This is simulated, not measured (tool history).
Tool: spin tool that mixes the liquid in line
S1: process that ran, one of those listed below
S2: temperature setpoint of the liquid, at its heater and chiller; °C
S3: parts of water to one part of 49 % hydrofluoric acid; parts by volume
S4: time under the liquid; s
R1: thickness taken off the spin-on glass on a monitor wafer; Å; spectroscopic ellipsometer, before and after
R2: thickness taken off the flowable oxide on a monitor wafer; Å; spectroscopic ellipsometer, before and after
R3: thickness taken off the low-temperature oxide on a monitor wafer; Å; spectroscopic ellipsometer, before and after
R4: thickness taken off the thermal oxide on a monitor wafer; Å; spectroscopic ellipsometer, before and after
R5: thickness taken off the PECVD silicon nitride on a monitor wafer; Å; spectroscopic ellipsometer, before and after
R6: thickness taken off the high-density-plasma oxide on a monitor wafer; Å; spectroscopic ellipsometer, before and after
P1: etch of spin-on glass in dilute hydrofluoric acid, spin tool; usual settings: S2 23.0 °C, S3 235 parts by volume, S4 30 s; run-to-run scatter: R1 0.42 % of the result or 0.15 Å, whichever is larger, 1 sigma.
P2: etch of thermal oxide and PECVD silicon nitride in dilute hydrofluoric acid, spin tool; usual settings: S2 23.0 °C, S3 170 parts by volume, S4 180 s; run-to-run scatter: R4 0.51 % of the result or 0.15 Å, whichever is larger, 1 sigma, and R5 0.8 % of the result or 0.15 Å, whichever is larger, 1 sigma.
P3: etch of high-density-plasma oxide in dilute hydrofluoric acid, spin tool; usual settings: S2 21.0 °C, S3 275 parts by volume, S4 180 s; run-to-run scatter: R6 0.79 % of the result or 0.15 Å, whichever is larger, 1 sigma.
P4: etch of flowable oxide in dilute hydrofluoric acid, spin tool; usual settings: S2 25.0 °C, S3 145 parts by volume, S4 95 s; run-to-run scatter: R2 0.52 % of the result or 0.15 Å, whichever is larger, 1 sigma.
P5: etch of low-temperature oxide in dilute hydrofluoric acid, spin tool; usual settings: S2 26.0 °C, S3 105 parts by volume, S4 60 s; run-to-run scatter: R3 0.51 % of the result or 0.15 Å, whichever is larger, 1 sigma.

run     day  S1    S2   S3   S4       R1       R2       R3      R4      R5      R6
  1   0.583  P1  23.0  235   30   48.351
  2   1.192  P1  27.5  235   30   57.162
  3   1.688  P1  23.0  235   60   97.368
  4   2.171  P1  18.5  360   30   23.826
  5   2.608  P4  25.0  145   95           381.100
  6   2.996  P5  26.0  105   60                     64.681
  7   3.550  P5  19.0  105   60                     49.220
  8   3.900  P2  23.0  170  180                             43.433  29.577
  9   4.279  P1  23.0  235   30   48.958
 10   4.842  P3  21.0  275  180                                             29.287
 11   5.371  P1  23.0  385   30   25.973
 12   5.783  P5  26.0   70   60                    101.410
 13   6.142  P1  23.0   95   30  140.230
 14   6.404  P1  23.0  235   30   49.106
 15   6.988  P2  23.0   85  180                             95.874  57.776
 16   7.292  P1  23.0  235   30   48.874
 17   7.554  P4  33.0  145   95           508.500
 18   8.088  P4  25.0  145   95           379.510
 19   8.362  P4  25.0  145   15            59.683
 20   8.662  P4  25.0  250   95           196.840
 21   9.142  P1  23.0  235   30   48.974
 22   9.571  P5  26.0  105  110                    118.450
 23  10.075  P3  21.0  275  280                                             44.239
 24  10.375  P1  23.0  235   30   48.726
 25  10.854  P1  23.0  235   30   48.354
 26  11.283  P1  17.0  235   30   38.607
 27  11.821  P3  21.0  140  180                                             65.055
 28  12.246  P2  23.0  170   70                             16.787  11.406
 29  12.650  P3  17.0  275  180                                             25.025
 30  13.038  P2  17.0  170  180                             34.288  19.413
 31  13.392  P1  23.0  235   15   24.518
 32  13.829  P1  18.0  235   45   60.863
 33  14.312  P1  23.0  235   30   48.134
 34  14.771  P1  23.0  235   30   47.756
 35  15.258  P1  23.0  235   30   47.227
 36  15.650  P1  23.0  235   30   46.563
 37  16.192  P1  23.0  235   30   46.515
 38  16.458  P1  23.0  235   30   46.006
 39  16.875  P1  23.0  235   30   46.364
 40  17.400  P1  23.0  235   30   46.151
 41  17.833  P1  23.0  235   30   45.500
 42  18.317  P1  23.0  235   30   45.888
 43  18.717  P1  23.0  235   30   45.918

What P1 gives has crept away from where it was. These 2 causes fit the log equally well, each at the size given:
A: liquid colder than its thermometer reads (K) = 1.56
B: hydrofluoric acid flow below the setpoint (%) = 4.52
The creep began at about day 14.312.

4 check runs are offered, each on 2 wafers whose results are averaged, their results left as question marks. Which one tells the causes apart?
check 1  19.117  P2  23.0  170  180               ?   ?
check 2  19.117  P5  26.0  105   60           ?
check 3  19.117  P4  25.0  145   95       ?
check 4  19.117  P3  21.0  275  180                       ?

What each check would give under each cause:
  check  result     if A     if B
check 1      R4   40.952   41.155
check 1      R5   26.624   28.153
check 2      R3   60.852   61.361
check 3      R2  358.050  360.000
check 4      R6   27.011   26.991
How far apart the two closest causes lie, in the result that separates them most: check 1 5.58 %; check 2 0.83 %; check 3 0.54 %; check 4 0.08 %
Only check 1 tells the causes apart: in the others they would give nearly the same result.

Then check 1 was run and gave: R4 40.955 Å; R5 28.285 Å. Which cause is it?

It is B: hydrofluoric acid flow below the setpoint (%).
